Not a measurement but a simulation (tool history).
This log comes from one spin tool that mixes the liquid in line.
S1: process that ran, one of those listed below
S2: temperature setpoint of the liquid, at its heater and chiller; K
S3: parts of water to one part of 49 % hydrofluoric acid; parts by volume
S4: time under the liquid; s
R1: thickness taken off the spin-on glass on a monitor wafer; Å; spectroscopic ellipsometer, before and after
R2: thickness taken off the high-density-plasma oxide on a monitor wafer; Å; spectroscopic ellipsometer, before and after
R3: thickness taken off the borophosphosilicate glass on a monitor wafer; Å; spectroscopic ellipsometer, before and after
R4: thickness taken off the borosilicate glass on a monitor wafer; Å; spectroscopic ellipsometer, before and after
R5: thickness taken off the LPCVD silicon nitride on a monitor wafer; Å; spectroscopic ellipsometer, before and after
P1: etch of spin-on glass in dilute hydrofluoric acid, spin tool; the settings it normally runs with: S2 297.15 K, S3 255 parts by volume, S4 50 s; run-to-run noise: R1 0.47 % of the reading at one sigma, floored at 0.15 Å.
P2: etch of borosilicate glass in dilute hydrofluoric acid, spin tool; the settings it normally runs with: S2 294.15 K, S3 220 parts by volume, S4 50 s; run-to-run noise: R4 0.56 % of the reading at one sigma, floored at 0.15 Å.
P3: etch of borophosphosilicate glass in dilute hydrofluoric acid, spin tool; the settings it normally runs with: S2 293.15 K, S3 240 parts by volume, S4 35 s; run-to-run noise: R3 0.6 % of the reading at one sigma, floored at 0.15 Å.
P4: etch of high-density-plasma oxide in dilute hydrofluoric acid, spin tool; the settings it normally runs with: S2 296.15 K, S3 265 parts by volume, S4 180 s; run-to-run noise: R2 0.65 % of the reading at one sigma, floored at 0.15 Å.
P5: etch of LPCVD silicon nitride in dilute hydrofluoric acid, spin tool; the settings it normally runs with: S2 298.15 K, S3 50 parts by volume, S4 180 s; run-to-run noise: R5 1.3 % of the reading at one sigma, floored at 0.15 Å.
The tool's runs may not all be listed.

run 1 hour=13.5 | S1=P1 S2=297.15 S3=255 S4=50 | R1=46.718
run 2 hour=27.7 | S1=P1 S2=297.15 S3=255 S4=80 | R1=74.376
run 3 hour=45.7 | S1=P1 S2=290.65 S3=255 S4=50 | R1=37.004
run 4 hour=57.6 | S1=P1 S2=291.65 S3=255 S4=95 | R1=72.228
run 5 hour=68.9 | S1=P4 S2=296.15 S3=150 S4=180 | R2=71.299
run 6 hour=80.8 | S1=P1 S2=297.15 S3=255 S4=50 | R1=46.517
run 7 hour=92.9 | S1=P3 S2=300.65 S3=240 S4=35 | R3=72.189
run 8 hour=109.1 | S1=P3 S2=293.15 S3=240 S4=35 | R3=54.806
-- hour=123.9 hydrofluoric acid flow meter replaced
run 9 hour=124.3 | S1=P4 S2=296.15 S3=265 S4=180 | R2=35.933
run 10 hour=136.4 | S1=P2 S2=294.15 S3=220 S4=90 | R4=132.1
run 11 hour=153 | S1=P3 S2=293.15 S3=125 S4=35 | R3=117.33
run 12 hour=165.1 | S1=P4 S2=302.15 S3=265 S4=180 | R2=43.677
run 13 hour=177.7 | S1=P5 S2=298.15 S3=25 S4=180 | R5=33.023
run 14 hour=194 | S1=P5 S2=298.15 S3=50 S4=45 | R5=4.4449
run 15 hour=206.3 | S1=P5 S2=298.15 S3=50 S4=180 | R5=16.981
run 16 hour=219.5 | S1=P1 S2=297.15 S3=50 S4=50 | R1=299.4
run 17 hour=237.5 | S1=P1 S2=297.15 S3=255 S4=15 | R1=13.845
run 18 hour=253.8 | S1=P2 S2=294.15 S3=330 S4=50 | R4=43.791
run 19 hour=268.6 | S1=P1 S2=297.15 S3=395 S4=50 | R1=26.562
run 20 hour=282.2 | S1=P1 S2=297.15 S3=255 S4=50 | R1=46.843
run 21 hour=295.3 | S1=P4 S2=296.15 S3=265 S4=290 | R2=57.496
run 22 hour=305.6 | S1=P1 S2=301.65 S3=255 S4=50 | R1=54.986
run 23 hour=319.9 | S1=P4 S2=296.15 S3=265 S4=180 | R2=35.795
run 24 hour=332.5 | S1=P2 S2=294.15 S3=220 S4=50 | R4=73.698
run 25 hour=348.4 | S1=P1 S2=297.15 S3=255 S4=50 | R1=47.167
run 26 hour=362.5 | S1=P5 S2=298.15 S3=50 S4=180 | R5=17.231
run 27 hour=370.4 | S1=P3 S2=293.15 S3=240 S4=65 | R3=101.53
run 28 hour=386.1 | S1=P1 S2=302.15 S3=140 S4=50 | R1=116.46
run 29 hour=402.5 | S1=P5 S2=292.65 S3=50 S4=180 | R5=11.772
-- hour=411.2 thermometer replaced
run 30 hour=418.7 | S1=P1 S2=297.15 S3=120 S4=85 | R1=196.32
run 31 hour=434.9 | S1=P2 S2=300.65 S3=220 S4=50 | R4=92.447
run 32 hour=445.2 | S1=P1 S2=297.15 S3=255 S4=50 | R1=46.554
run 33 hour=463.1 | S1=P1 S2=297.15 S3=255 S4=50 | R1=46.992
run 34 hour=475.6 | S1=P1 S2=297.15 S3=255 S4=50 | R1=46.007
run 35 hour=486.8 | S1=P1 S2=297.15 S3=255 S4=50 | R1=45.682
run 36 hour=498.8 | S1=P1 S2=297.15 S3=255 S4=50 | R1=44.802
run 37 hour=511.9 | S1=P1 S2=297.15 S3=255 S4=50 | R1=44.803
run 38 hour=522.6 | S1=P1 S2=297.15 S3=255 S4=50 | R1=43.932
run 39 hour=540.7 | S1=P1 S2=297.15 S3=255 S4=50 | R1=44.244
run 40 hour=555.4 | S1=P1 S2=297.15 S3=255 S4=50 | R1=43.884
run 41 hour=571.6 | S1=P1 S2=297.15 S3=255 S4=50 | R1=44.087
run 42 hour=580 | S1=P1 S2=297.15 S3=255 S4=50 | R1=44.02

What P1 gives has crept away from where it was. These 2 causes fit the log equally well, each at the size given:
A: liquid colder than its thermometer reads (K) = 1.67
B: hydrofluoric acid flow below the setpoint (%) = 4.64
The drift started at roughly hour 463.1.

4 check runs are offered, each on 3 wafers whose results are averaged, their results left as question marks. Which one tells the causes apart?
run check 1 hour=588.4 | S1=P3 S2=293.15 S3=240 S4=35 | R3=?
run check 2 hour=588.4 | S1=P5 S2=298.15 S3=50 S4=180 | R5=?
run check 3 hour=588.4 | S1=P2 S2=294.15 S3=220 S4=50 | R4=?
run check 4 hour=588.4 | S1=P4 S2=296.15 S3=265 S4=180 | R2=?

What each check would give under each cause:
check=check_1 result=R3 if_A=51.534 if_B=51.8
check=check_2 result=R5 if_A=15.165 if_B=16.199
check=check_3 result=R4 if_A=68.802 if_B=69.193
check=check_4 result=R2 if_A=33.556 if_B=33.572
Separation of the two closest causes in each check, using whichever result separates them best: check 1 0.52 %; check 2 6.59 %; check 3 0.57 %; check 4 0.05 %
Check 2 is the one run that separates the causes; every other check would come out nearly the same whichever cause is at work.

With check 2 done, the readings were: R5 16.111 Å. Identify which of the listed causes applies.

It was cause B: hydrofluoric acid flow below the setpoint (%).

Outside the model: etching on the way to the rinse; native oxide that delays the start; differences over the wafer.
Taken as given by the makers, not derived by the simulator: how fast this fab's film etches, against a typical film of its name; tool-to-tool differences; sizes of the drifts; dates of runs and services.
